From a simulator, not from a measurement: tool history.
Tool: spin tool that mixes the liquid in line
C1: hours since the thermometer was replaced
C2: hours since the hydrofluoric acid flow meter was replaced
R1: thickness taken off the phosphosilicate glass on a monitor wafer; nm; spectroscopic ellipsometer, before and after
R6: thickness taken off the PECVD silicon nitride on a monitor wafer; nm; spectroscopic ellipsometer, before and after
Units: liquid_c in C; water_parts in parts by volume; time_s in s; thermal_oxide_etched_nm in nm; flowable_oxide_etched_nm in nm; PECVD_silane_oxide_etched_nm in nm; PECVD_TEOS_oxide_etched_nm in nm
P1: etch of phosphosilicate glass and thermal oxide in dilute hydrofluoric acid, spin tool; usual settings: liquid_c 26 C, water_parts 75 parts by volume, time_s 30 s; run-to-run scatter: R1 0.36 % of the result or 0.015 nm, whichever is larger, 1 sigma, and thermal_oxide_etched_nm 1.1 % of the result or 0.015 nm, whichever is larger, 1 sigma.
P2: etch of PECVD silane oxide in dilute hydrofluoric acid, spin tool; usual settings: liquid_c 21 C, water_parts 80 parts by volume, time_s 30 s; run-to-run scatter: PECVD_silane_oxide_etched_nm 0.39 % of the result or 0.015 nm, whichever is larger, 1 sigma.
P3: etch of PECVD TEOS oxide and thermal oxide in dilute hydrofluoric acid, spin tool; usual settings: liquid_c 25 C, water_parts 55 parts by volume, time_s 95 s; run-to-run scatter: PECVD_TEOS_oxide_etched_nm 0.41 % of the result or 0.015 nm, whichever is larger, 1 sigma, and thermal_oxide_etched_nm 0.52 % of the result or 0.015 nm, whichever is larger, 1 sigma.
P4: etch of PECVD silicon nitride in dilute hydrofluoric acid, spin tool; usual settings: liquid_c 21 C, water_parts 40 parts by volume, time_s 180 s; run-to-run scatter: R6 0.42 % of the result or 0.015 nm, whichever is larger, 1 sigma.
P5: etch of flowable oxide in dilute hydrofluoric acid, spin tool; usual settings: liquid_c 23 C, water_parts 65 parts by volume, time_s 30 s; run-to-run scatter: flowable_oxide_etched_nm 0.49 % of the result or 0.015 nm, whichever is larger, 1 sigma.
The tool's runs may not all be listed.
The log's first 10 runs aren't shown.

run 11 hour=121.3 | process=P1 liquid_c=32.5 water_parts=75 time_s=30 | C1=435.4 C2=1016.5 | R1=48.205 thermal_oxide_etched_nm=2.5679
run 12 hour=128.7 | process=P2 liquid_c=17 water_parts=80 time_s=30 | C1=442.8 C2=1023.9 | PECVD_silane_oxide_etched_nm=9.3937
run 13 hour=135.7 | process=P3 liquid_c=25 water_parts=90 time_s=95 | C1=449.8 C2=1030.9 | thermal_oxide_etched_nm=5.2858 PECVD_TEOS_oxide_etched_nm=30.671
run 14 hour=144.9 | process=P1 liquid_c=26 water_parts=75 time_s=15 | C1=459 C2=1040.1 | R1=18.464 thermal_oxide_etched_nm=1.0177
run 15 hour=153.3 | process=P1 liquid_c=21 water_parts=75 time_s=15 | C1=467.4 C2=1048.5 | R1=15.285 thermal_oxide_etched_nm=0.81478
run 16 hour=164.3 | process=P4 liquid_c=21 water_parts=75 time_s=180 | C1=478.4 C2=1059.5 | R6=3.7784
run 17 hour=176 | process=P5 liquid_c=23 water_parts=65 time_s=30 | C1=490.1 C2=1071.2 | flowable_oxide_etched_nm=16.347
run 18 hour=188.1 | process=P4 liquid_c=21 water_parts=40 time_s=180 | C1=502.2 C2=1083.3 | R6=6.922
run 19 hour=199.7 | process=P3 liquid_c=25 water_parts=55 time_s=15 | C1=513.8 C2=1094.9 | thermal_oxide_etched_nm=1.4347 PECVD_TEOS_oxide_etched_nm=8.321
run 20 hour=213.1 | process=P1 liquid_c=26 water_parts=75 time_s=30 | C1=527.2 C2=1108.3 | R1=37.241 thermal_oxide_etched_nm=2.0107
run 21 hour=219.8 | process=P5 liquid_c=23 water_parts=100 time_s=30 | C1=533.9 C2=1115 | flowable_oxide_etched_nm=10.196
run 22 hour=226.2 | process=P1 liquid_c=26 water_parts=75 time_s=30 | C1=540.3 C2=1121.4 | R1=37.306 thermal_oxide_etched_nm=1.9986
run 23 hour=239.5 | process=P3 liquid_c=25 water_parts=55 time_s=95 | C1=553.6 C2=1134.7 | thermal_oxide_etched_nm=9.0401 PECVD_TEOS_oxide_etched_nm=52.169
run 24 hour=252.6 | process=P1 liquid_c=26 water_parts=135 time_s=30 | C1=566.7 C2=1147.8 | R1=19.37 thermal_oxide_etched_nm=1.022
run 25 hour=260 | process=P2 liquid_c=21 water_parts=80 time_s=55 | C1=574.1 C2=1155.2 | PECVD_silane_oxide_etched_nm=20.489
run 26 hour=273 | process=P5 liquid_c=23 water_parts=65 time_s=15 | C1=587.1 C2=1168.2 | flowable_oxide_etched_nm=8.1847
run 27 hour=280.5 | process=P1 liquid_c=26 water_parts=75 time_s=45 | C1=594.6 C2=1175.7 | R1=55.726 thermal_oxide_etched_nm=3.0377
-- hour=283.1 thermometer replaced
run 28 hour=292.4 | process=P1 liquid_c=29.5 water_parts=75 time_s=60 | C1=9.3 C2=1187.6 | R1=85.755 thermal_oxide_etched_nm=4.6872
run 29 hour=300 | process=P1 liquid_c=19 water_parts=75 time_s=30 | C1=16.9 C2=1195.2 | R1=28.169 thermal_oxide_etched_nm=1.5073
run 30 hour=306.8 | process=P3 liquid_c=25 water_parts=55 time_s=95 | C1=23.7 C2=1202 | thermal_oxide_etched_nm=9.0387 PECVD_TEOS_oxide_etched_nm=52.75
run 31 hour=319.6 | process=P4 liquid_c=21 water_parts=40 time_s=90 | C1=36.5 C2=1214.8 | R6=3.4804
run 32 hour=333 | process=P2 liquid_c=21 water_parts=25 time_s=30 | C1=49.9 C2=1228.2 | PECVD_silane_oxide_etched_nm=38.2

Run 33 comes next. What will it give?
run 33 hour=342.8 | process=P4 liquid_c=25.5 water_parts=40 time_s=180 | C1=59.7 C2=1238 | R6=?

{"run 33": {"R6": 9.4846}}

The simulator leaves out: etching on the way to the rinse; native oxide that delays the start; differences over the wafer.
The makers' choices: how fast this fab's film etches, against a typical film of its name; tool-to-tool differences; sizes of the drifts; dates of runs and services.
